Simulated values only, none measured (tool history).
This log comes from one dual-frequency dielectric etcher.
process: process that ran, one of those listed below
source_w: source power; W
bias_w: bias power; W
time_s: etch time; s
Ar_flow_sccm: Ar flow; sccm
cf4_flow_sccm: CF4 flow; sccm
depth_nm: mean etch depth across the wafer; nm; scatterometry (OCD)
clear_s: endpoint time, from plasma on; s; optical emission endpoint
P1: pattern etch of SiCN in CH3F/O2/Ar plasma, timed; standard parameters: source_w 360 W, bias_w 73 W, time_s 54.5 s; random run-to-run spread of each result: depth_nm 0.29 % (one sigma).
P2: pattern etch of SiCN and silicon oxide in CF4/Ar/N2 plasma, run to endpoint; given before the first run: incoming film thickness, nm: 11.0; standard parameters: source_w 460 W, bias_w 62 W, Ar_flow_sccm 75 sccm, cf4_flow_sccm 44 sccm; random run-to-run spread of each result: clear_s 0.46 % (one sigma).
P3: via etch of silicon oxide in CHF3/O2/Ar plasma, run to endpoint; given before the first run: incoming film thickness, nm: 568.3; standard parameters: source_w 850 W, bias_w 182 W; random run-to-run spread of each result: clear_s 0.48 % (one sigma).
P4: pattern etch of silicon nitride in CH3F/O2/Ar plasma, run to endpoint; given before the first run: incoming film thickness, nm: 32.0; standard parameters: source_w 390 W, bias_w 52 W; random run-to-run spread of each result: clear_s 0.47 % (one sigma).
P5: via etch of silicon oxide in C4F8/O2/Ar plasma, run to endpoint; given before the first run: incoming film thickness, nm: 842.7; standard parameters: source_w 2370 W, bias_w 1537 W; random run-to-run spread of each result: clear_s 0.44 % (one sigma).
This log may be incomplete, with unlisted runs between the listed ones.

run 1 hour=3.0 | process=P1 source_w=360 bias_w=73 time_s=54.5 | depth_nm=19.565
run 2 hour=6.8 | process=P1 source_w=450 bias_w=73 time_s=54.5 | depth_nm=21.266
run 3 hour=9.5 | process=P1 source_w=360 bias_w=73 time_s=70.0 | depth_nm=25.067
run 4 hour=13.0 | process=P1 source_w=360 bias_w=50 time_s=54.5 | depth_nm=17.142
run 5 hour=16.5 | process=P1 source_w=360 bias_w=73 time_s=54.5 | depth_nm=19.483
run 6 hour=21.0 | process=P1 source_w=360 bias_w=73 time_s=35.0 | depth_nm=12.512
run 7 hour=23.8 | process=P1 source_w=260 bias_w=73 time_s=54.5 | depth_nm=17.316
run 8 hour=28.4 | process=P3 source_w=850 bias_w=182 | clear_s=250.870
run 9 hour=33.1 | process=P5 source_w=2370 bias_w=1952 | clear_s=152.650
run 10 hour=38.0 | process=P4 source_w=390 bias_w=52 | clear_s=51.805
run 11 hour=41.6 | process=P4 source_w=390 bias_w=66 | clear_s=47.758
run 12 hour=45.3 | process=P1 source_w=360 bias_w=93 time_s=78.0 | depth_nm=30.641
run 13 hour=49.2 | process=P1 source_w=360 bias_w=92 time_s=78.0 | depth_nm=30.370
run 14 hour=52.6 | process=P5 source_w=2370 bias_w=1537 | clear_s=164.380
run 15 hour=58.1 | process=P2 source_w=460 bias_w=62 Ar_flow_sccm=75 cf4_flow_sccm=62 | clear_s=12.661
run 16 hour=63.5 | process=P2 source_w=460 bias_w=62 Ar_flow_sccm=75 cf4_flow_sccm=44 | clear_s=13.303
run 17 hour=69.0 | process=P3 source_w=1020 bias_w=182 | clear_s=233.920
run 18 hour=72.1 | process=P2 source_w=460 bias_w=81 Ar_flow_sccm=75 cf4_flow_sccm=44 | clear_s=12.113
run 19 hour=76.2 | process=P1 source_w=360 bias_w=73 time_s=54.5 | depth_nm=19.492
run 20 hour=80.4 | process=P1 source_w=360 bias_w=73 time_s=54.5 | depth_nm=19.465
run 21 hour=84.9 | process=P1 source_w=360 bias_w=96 time_s=54.5 | depth_nm=21.633
run 22 hour=89.1 | process=P2 source_w=340 bias_w=62 Ar_flow_sccm=75 cf4_flow_sccm=44 | clear_s=17.409
run 23 hour=92.2 | process=P3 source_w=850 bias_w=253 | clear_s=223.100
run 24 hour=94.8 | process=P5 source_w=3020 bias_w=1537 | clear_s=148.310
run 25 hour=98.8 | process=P2 source_w=460 bias_w=62 Ar_flow_sccm=91 cf4_flow_sccm=44 | clear_s=13.715
run 26 hour=103.0 | process=P4 source_w=510 bias_w=52 | clear_s=46.401
run 27 hour=107.1 | process=P1 source_w=360 bias_w=73 time_s=54.5 | depth_nm=19.529
run 28 hour=112.2 | process=P1 source_w=360 bias_w=73 time_s=54.5 | depth_nm=19.374
run 29 hour=114.7 | process=P1 source_w=360 bias_w=73 time_s=54.5 | depth_nm=19.429
run 30 hour=119.4 | process=P1 source_w=360 bias_w=73 time_s=54.5 | depth_nm=19.355
-- hour=123.4 wet clean of the chamber
run 31 hour=123.6 | process=P1 source_w=360 bias_w=73 time_s=54.5 | depth_nm=19.207
run 32 hour=128.7 | process=P1 source_w=360 bias_w=73 time_s=54.5 | depth_nm=19.131
run 33 hour=132.8 | process=P1 source_w=360 bias_w=73 time_s=54.5 | depth_nm=19.303
run 34 hour=135.7 | process=P1 source_w=360 bias_w=73 time_s=54.5 | depth_nm=19.157
run 35 hour=140.8 | process=P1 source_w=360 bias_w=73 time_s=54.5 | depth_nm=19.255

P1 no longer gives what it gave before; its output has crept away from where it was. The following 2 causes, each at its listed size, fit the log equally well:
A: bias power that arrives under what is set, % = 4.31
B: source power that arrives under what is set, % = 4.09
The gradual shift began around hour 107.1.
What rules out each remaining cause:
chamber walls in a state that lowers the etch rate, %: serviced at hour 123.4, after the drift had started, without restoring the earlier output

The 4 check runs listed below each average the results of 3 wafers, and their outcomes are marked with question marks. Under which run would the listed causes produce clearly different results?
run check 1 hour=145.9 | process=P3 source_w=850 bias_w=182 | clear_s=?
run check 2 hour=145.9 | process=P5 source_w=2370 bias_w=1537 | clear_s=?
run check 3 hour=145.9 | process=P2 source_w=460 bias_w=62 Ar_flow_sccm=75 cf4_flow_sccm=44 | clear_s=?
run check 4 hour=145.9 | process=P4 source_w=390 bias_w=52 | clear_s=?

Outcome of each check run for each possible cause:
check=check_1 result=clear_s if_A=254.100 if_B=254.520
check=check_2 result=clear_s if_A=165.350 if_B=166.240
check=check_3 result=clear_s if_A=13.510 if_B=13.813
check=check_4 result=clear_s if_A=52.122 if_B=52.242
How far apart the two closest causes lie, in the result that separates them most: check 1 0.17 %; check 2 0.54 %; check 3 2.22 %; check 4 0.23 %
Check 3 is the one run that separates the causes; every other check would come out nearly the same whichever cause is at work.

The results of check 3 are: clear_s 13.769 s. Based on these, which of the listed causes is it?

It was cause B: source power that arrives under what is set, %.
